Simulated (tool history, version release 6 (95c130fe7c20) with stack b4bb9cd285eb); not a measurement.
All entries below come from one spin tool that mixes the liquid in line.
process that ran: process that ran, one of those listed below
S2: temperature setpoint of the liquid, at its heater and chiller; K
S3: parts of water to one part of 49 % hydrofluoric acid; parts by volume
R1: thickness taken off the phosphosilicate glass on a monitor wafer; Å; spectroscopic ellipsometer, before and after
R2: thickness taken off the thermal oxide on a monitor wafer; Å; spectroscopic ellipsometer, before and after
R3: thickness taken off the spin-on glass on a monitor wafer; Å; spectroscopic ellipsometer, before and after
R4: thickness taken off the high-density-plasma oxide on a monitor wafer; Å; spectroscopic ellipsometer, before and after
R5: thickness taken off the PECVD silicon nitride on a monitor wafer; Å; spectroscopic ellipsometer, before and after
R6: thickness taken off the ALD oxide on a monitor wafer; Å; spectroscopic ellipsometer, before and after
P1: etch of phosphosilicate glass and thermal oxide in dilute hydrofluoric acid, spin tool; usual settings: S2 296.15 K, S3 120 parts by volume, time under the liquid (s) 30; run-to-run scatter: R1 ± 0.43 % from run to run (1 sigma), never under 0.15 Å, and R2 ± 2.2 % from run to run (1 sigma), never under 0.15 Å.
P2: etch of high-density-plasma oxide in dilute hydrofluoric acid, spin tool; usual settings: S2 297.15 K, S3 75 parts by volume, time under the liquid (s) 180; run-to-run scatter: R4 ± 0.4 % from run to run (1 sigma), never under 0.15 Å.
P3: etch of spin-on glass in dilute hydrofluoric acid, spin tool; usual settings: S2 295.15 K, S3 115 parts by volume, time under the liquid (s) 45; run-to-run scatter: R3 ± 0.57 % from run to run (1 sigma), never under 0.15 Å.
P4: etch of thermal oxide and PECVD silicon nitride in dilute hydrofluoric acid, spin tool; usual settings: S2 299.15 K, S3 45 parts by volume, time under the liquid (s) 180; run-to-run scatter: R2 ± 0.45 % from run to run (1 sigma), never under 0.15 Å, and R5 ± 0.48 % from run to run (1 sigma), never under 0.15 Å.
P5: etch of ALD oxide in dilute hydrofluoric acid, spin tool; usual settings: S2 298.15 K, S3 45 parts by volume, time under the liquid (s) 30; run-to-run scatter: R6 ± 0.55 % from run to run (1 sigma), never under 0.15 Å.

run 1 hour=12.8 | process_that_ran=P1 S2=296.15 S3=120 time_under_the_liquid_(s)=30 | R1=202.73 R2=10.1790
run 2 hour=26.9 | process_that_ran=P3 S2=300.65 S3=115 time_under_the_liquid_(s)=45 | R3=167.540
run 3 hour=40.6 | process_that_ran=P1 S2=296.15 S3=120 time_under_the_liquid_(s)=65 | R1=443.11 R2=23.3070
run 4 hour=48.3 | process_that_ran=P1 S2=296.15 S3=205 time_under_the_liquid_(s)=30 | R1=109.53 R2=6.0107
run 5 hour=59.3 | process_that_ran=P1 S2=296.15 S3=120 time_under_the_liquid_(s)=30 | R1=204.70 R2=10.3280
run 6 hour=74.8 | process_that_ran=P3 S2=295.15 S3=170 time_under_the_liquid_(s)=45 | R3=85.624
run 7 hour=90.2 | process_that_ran=P2 S2=297.15 S3=75 time_under_the_liquid_(s)=280 | R4=431.89
run 8 hour=99.3 | process_that_ran=P4 S2=299.15 S3=45 time_under_the_liquid_(s)=180 | R2=225.0300 R5=109.930
run 9 hour=106.7 | process_that_ran=P2 S2=303.65 S3=75 time_under_the_liquid_(s)=180 | R4=358.64
run 10 hour=120.7 | process_that_ran=P3 S2=295.15 S3=115 time_under_the_liquid_(s)=45 | R3=137.200
run 11 hour=132.9 | process_that_ran=P3 S2=295.15 S3=115 time_under_the_liquid_(s)=65 | R3=197.420
run 12 hour=142.7 | process_that_ran=P4 S2=304.15 S3=45 time_under_the_liquid_(s)=180 | R2=273.8000 R5=153.520
run 13 hour=152.1 | process_that_ran=P1 S2=296.15 S3=120 time_under_the_liquid_(s)=15 | R1=102.61 R2=5.3109
run 14 hour=162.9 | process_that_ran=P5 S2=298.15 S3=45 time_under_the_liquid_(s)=15 | R6=95.92
run 15 hour=171.0 | process_that_ran=P4 S2=299.15 S3=45 time_under_the_liquid_(s)=180 | R2=224.9100 R5=110.270
run 16 hour=183.8 | process_that_ran=P5 S2=298.15 S3=45 time_under_the_liquid_(s)=30 | R6=192.72
run 17 hour=199.3 | process_that_ran=P2 S2=297.15 S3=75 time_under_the_liquid_(s)=180 | R4=276.78
run 18 hour=212.2 | process_that_ran=P1 S2=296.15 S3=120 time_under_the_liquid_(s)=30 | R1=203.92 R2=10.7310
run 19 hour=225.5 | process_that_ran=P5 S2=298.15 S3=60 time_under_the_liquid_(s)=30 | R6=142.03
run 20 hour=232.6 | process_that_ran=P1 S2=296.15 S3=120 time_under_the_liquid_(s)=30 | R1=203.98 R2=10.7030
run 21 hour=242.5 | process_that_ran=P1 S2=300.15 S3=120 time_under_the_liquid_(s)=30 | R1=239.36 R2=12.2710
run 22 hour=250.9 | process_that_ran=P1 S2=296.15 S3=205 time_under_the_liquid_(s)=45 | R1=162.97 R2=8.7860
run 23 hour=265.4 | process_that_ran=P2 S2=297.15 S3=75 time_under_the_liquid_(s)=180 | R4=276.64
run 24 hour=272.1 | process_that_ran=P4 S2=299.15 S3=45 time_under_the_liquid_(s)=35 | R2=43.4940 R5=21.048
run 25 hour=281.3 | process_that_ran=P1 S2=296.15 S3=60 time_under_the_liquid_(s)=30 | R1=435.33 R2=23.6050
run 26 hour=290.3 | process_that_ran=P1 S2=292.15 S3=120 time_under_the_liquid_(s)=30 | R1=173.66 R2=8.8347
run 27 hour=298.8 | process_that_ran=P5 S2=306.15 S3=45 time_under_the_liquid_(s)=30 | R6=262.41
run 28 hour=310.7 | process_that_ran=P4 S2=299.15 S3=20 time_under_the_liquid_(s)=180 | R2=522.7800 R5=239.540
run 29 hour=318.3 | process_that_ran=P1 S2=296.15 S3=120 time_under_the_liquid_(s)=30 | R1=204.90 R2=10.6030
run 30 hour=330.0 | process_that_ran=P2 S2=297.15 S3=130 time_under_the_liquid_(s)=180 | R4=149.74
run 31 hour=343.2 | process_that_ran=P1 S2=296.15 S3=120 time_under_the_liquid_(s)=30 | R1=204.53 R2=10.3590
run 32 hour=354.7 | process_that_ran=P1 S2=296.15 S3=120 time_under_the_liquid_(s)=30 | R1=209.91 R2=10.8540
run 33 hour=369.5 | process_that_ran=P1 S2=296.15 S3=120 time_under_the_liquid_(s)=30 | R1=217.26 R2=11.1800
run 34 hour=377.7 | process_that_ran=P1 S2=296.15 S3=120 time_under_the_liquid_(s)=30 | R1=217.51 R2=11.1790
run 35 hour=387.2 | process_that_ran=P1 S2=296.15 S3=120 time_under_the_liquid_(s)=30 | R1=217.47 R2=12.0420
run 36 hour=396.5 | process_that_ran=P1 S2=296.15 S3=120 time_under_the_liquid_(s)=30 | R1=221.59 R2=11.4970
run 37 hour=405.0 | process_that_ran=P1 S2=296.15 S3=120 time_under_the_liquid_(s)=30 | R1=220.44 R2=11.6050
run 38 hour=419.0 | process_that_ran=P1 S2=296.15 S3=120 time_under_the_liquid_(s)=30 | R1=221.98 R2=11.5960
run 39 hour=428.7 | process_that_ran=P1 S2=296.15 S3=120 time_under_the_liquid_(s)=30 | R1=222.52 R2=12.1560
run 40 hour=438.6 | process_that_ran=P1 S2=296.15 S3=120 time_under_the_liquid_(s)=30 | R1=223.25 R2=11.8790
run 41 hour=451.1 | process_that_ran=P1 S2=296.15 S3=120 time_under_the_liquid_(s)=30 | R1=223.03 R2=11.5700

P1 no longer gives what it gave before; its output has crept away from where it was. The following 2 causes, each at its listed size, fit the log equally well:
A: hydrofluoric acid flow above the setpoint (%) = 8.04
B: liquid hotter than its thermometer reads (K) = 2.26
The process output started creeping at around hour 343.2.

Each of the 4 check runs below uses one wafer; its results are left as question marks. Which run tells the causes apart?
run check 1 hour=463.6 | process_that_ran=P4 S2=299.15 S3=45 time_under_the_liquid_(s)=180 | R2=? R5=?
run check 2 hour=463.6 | process_that_ran=P5 S2=298.15 S3=45 time_under_the_liquid_(s)=30 | R6=?
run check 3 hour=463.6 | process_that_ran=P2 S2=297.15 S3=75 time_under_the_liquid_(s)=180 | R4=?
run check 4 hour=463.6 | process_that_ran=P3 S2=295.15 S3=115 time_under_the_liquid_(s)=45 | R3=?

Outcome of each check run for each possible cause:
check=check_1 result=R2 if_A=242.8000 if_B=245.0100
check=check_1 result=R5 if_A=118.370 if_B=127.410
check=check_2 result=R6 if_A=208.45 if_B=210.52
check=check_3 result=R4 if_A=302.21 if_B=303.98
check=check_4 result=R3 if_A=148.400 if_B=148.710
Smallest distance between any two causes, each pair judged by its most separating result, in per cent: check 1 7.36 %; check 2 0.99 %; check 3 0.59 %; check 4 0.21 %
The causes can be told apart only by check 1. The other checks would give nearly the same results under each of them.

Here is what check 1 returned: R2 243.1500 Å; R5 118.410 Å. Which cause is it?

A is the cause: hydrofluoric acid flow above the setpoint (%).

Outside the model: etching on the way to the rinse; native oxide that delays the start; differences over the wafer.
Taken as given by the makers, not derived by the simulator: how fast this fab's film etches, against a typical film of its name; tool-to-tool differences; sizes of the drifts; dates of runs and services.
